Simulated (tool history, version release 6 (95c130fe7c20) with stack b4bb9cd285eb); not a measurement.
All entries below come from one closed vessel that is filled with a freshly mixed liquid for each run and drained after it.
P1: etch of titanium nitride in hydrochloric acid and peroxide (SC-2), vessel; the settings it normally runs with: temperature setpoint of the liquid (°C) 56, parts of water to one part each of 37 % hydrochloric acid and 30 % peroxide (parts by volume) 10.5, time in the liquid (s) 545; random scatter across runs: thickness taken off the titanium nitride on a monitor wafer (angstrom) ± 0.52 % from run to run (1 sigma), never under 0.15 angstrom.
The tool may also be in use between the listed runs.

run   hour  temperature setpoint of the liquid (°C)  parts of water to one part each of 37 % hydrochloric acid and 30 % peroxide (parts by volume)  time in the liquid (s)  thickness taken off the titanium nitride on a monitor wafer (angstrom)
  1      7                                       56                                                                                           10.5                     545                                                                   264.2
  2   17.3                                       56                                                                                           10.5                     545                                                                  263.99
  3   25.6                                       56                                                                                           10.5                     545                                                                  267.63
  4   32.6                                       56                                                                                              4                    1020                                                                  1041.1
        40  -- new drum of peroxide connected
  5   42.8                                       68                                                                                           10.5                     215                                                                  221.83
  6   50.4                                       56                                                                                           14.5                     995                                                                  365.18
  7   57.7                                       56                                                                                           10.5                     545                                                                  267.59
  8   67.5                                       64                                                                                           10.5                     545                                                                   442.1
  9   76.5                                       56                                                                                              4                     545                                                                  552.24
 10   86.7                                       56                                                                                           10.5                     880                                                                  427.78
 11   91.5                                       56                                                                                             17                     545                                                                  174.38
 12  100.7                                     40.5                                                                                           10.5                     545                                                                  93.312
 13  109.6                                       56                                                                                           10.5                     130                                                                  63.103
 14  117.5                                       56                                                                                           10.5                     545                                                                  266.87
 15  124.7                                       56                                                                                           10.5                     545                                                                  257.42
 16  132.6                                       56                                                                                           10.5                     545                                                                  252.65
 17  142.6                                       56                                                                                           10.5                     545                                                                  249.52
 18  149.7                                       56                                                                                           10.5                     545                                                                  246.69
 19  155.6                                       56                                                                                           10.5                     545                                                                  244.58
 20  164.4                                       56                                                                                           10.5                     545                                                                  245.22
       170  -- new drum of peroxide connected
 21  170.6                                       56                                                                                           10.5                     545                                                                  243.36
 22  177.9                                       56                                                                                           10.5                     545                                                                  242.76
 23  188.5                                       56                                                                                           10.5                     545                                                                  241.83
 24  194.9                                       56                                                                                           10.5                     545                                                                  241.14
 25  203.8                                       56                                                                                           10.5                     545                                                                  241.22

Compared with where it was, what P1 gives has crept away. Each cause listed below fits the log as well as the rest, at the size given for it:
A: liquid colder than its thermometer reads (K) = 1.47
B: chemicals flow below the setpoint (%) = 10.6
Creep in the process output first set in at about hour 117.5.
The rest of the possible causes, and what rules out each one:
peroxide weaker than its label (%): serviced at hour 170, after the drift had started, without restoring the earlier output

Each of the check runs listed below is run on 3 wafers and reports their average, with the results left as question marks. Pick the one under which the possible causes would lead to clearly different results.
check 1  212.7                                       45                                                                                           16.5                     545                                                                       ?
check 2  212.7                                       46                                                                                            4.5                     545                                                                       ?
check 3  212.7                                     50.5                                                                                           10.5                     785                                                                       ?
check 4  212.7                                       56                                                                                           10.5                     325                                                                       ?

Check results expected under each cause:
  check                                                                  result    if A    if B
check 1  thickness taken off the titanium nitride on a monitor wafer (angstrom)  77.849  77.933
check 2  thickness taken off the titanium nitride on a monitor wafer (angstrom)  237.45  242.73
check 3  thickness taken off the titanium nitride on a monitor wafer (angstrom)  241.54  242.32
check 4  thickness taken off the titanium nitride on a monitor wafer (angstrom)  143.73  143.72
Distance between the nearest two causes, measured in the result of the check that separates them most: check 1 0.11 %; check 2 2.2 %; check 3 0.32 %; check 4 0 %
The other checks would show nearly matching results whichever cause is true, so check 2 is the only one that separates the causes.

With check 2 done, the readings were: thickness taken off the titanium nitride on a monitor wafer (angstrom) 242.01. Identify which of the listed causes applies.

It is B: chemicals flow below the setpoint (%).
